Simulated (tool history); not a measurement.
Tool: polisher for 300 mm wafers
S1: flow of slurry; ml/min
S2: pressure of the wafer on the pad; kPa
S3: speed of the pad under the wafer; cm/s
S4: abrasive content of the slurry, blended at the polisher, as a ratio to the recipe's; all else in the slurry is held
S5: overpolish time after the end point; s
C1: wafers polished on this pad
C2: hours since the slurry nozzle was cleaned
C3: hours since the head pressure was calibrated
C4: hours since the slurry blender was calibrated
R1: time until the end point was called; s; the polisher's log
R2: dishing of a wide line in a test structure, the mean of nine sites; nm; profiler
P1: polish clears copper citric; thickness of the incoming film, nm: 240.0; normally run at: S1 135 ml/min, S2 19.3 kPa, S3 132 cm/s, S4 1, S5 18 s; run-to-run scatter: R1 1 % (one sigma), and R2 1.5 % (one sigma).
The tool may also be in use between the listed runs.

run 1 hour=2.9 | S1=135 S2=19.3 S3=132 S4=1 S5=18 | C1=317 C2=577.9 C3=611.6 C4=36.2 | R1=96.907 R2=31.137
run 2 hour=5.8 | S1=135 S2=11.7 S3=132 S4=1 S5=18 | C1=338 C2=580.8 C3=614.5 C4=39.1 | R1=159.19 R2=20.133
run 3 hour=10.1 | S1=135 S2=19.3 S3=64 S4=1 S5=18 | C1=370 C2=585.1 C3=618.8 C4=43.4 | R1=195.52 R2=17.304
run 4 hour=15.7 | S1=135 S2=19.3 S3=132 S4=1 S5=5 | C1=411 C2=590.7 C3=624.4 C4=49 | R1=95.891 R2=9.9184
-- hour=18.4 slurry blender recalibrated
run 5 hour=20.9 | S1=100 S2=19.3 S3=132 S4=1.2 S5=18 | C1=450 C2=595.9 C3=629.6 C4=2.5 | R1=100.09 R2=30.109
run 6 hour=27.2 | S1=80 S2=19.3 S3=132 S4=1 S5=18 | C1=496 C2=602.2 C3=635.9 C4=8.8 | R1=108.15 R2=27.603
run 7 hour=32.3 | S1=100 S2=19.3 S3=64 S4=1 S5=18 | C1=534 C2=607.3 C3=641 C4=13.9 | R1=207.49 R2=15.65
run 8 hour=38.2 | S1=135 S2=19.3 S3=132 S4=1.5 S5=18 | C1=578 C2=613.2 C3=646.9 C4=19.8 | R1=87.242 R2=34.327
run 9 hour=44.1 | S1=135 S2=19.3 S3=132 S4=0.5 S5=18 | C1=621 C2=619.1 C3=652.8 C4=25.7 | R1=111.56 R2=27.134
run 10 hour=49.1 | S1=135 S2=19.3 S3=132 S4=1 S5=18 | C1=658 C2=624.1 C3=657.8 C4=30.7 | R1=96.541 R2=30.626
run 11 hour=53.7 | S1=135 S2=19.3 S3=132 S4=1 S5=29 | C1=692 C2=628.7 C3=662.4 C4=35.3 | R1=97.014 R2=44.683
-- hour=57.6 slurry nozzle cleaned
run 12 hour=60 | S1=135 S2=19.3 S3=132 S4=1 S5=18 | C1=739 C2=2.4 C3=668.7 C4=41.6 | R1=96.332 R2=31.279
run 13 hour=62.9 | S1=135 S2=19.3 S3=132 S4=1 S5=18 | C1=760 C2=5.3 C3=671.6 C4=44.5 | R1=97.164 R2=30.563

Run 14 comes next. What will it give?
run 14 hour=67.6 | S1=135 S2=14.5 S3=84 S4=1 S5=18 | C1=795 C2=10 C3=676.3 C4=49.2 | R1=? R2=?

{"run 14": {"R1": 194.43, "R2": 16.087}}

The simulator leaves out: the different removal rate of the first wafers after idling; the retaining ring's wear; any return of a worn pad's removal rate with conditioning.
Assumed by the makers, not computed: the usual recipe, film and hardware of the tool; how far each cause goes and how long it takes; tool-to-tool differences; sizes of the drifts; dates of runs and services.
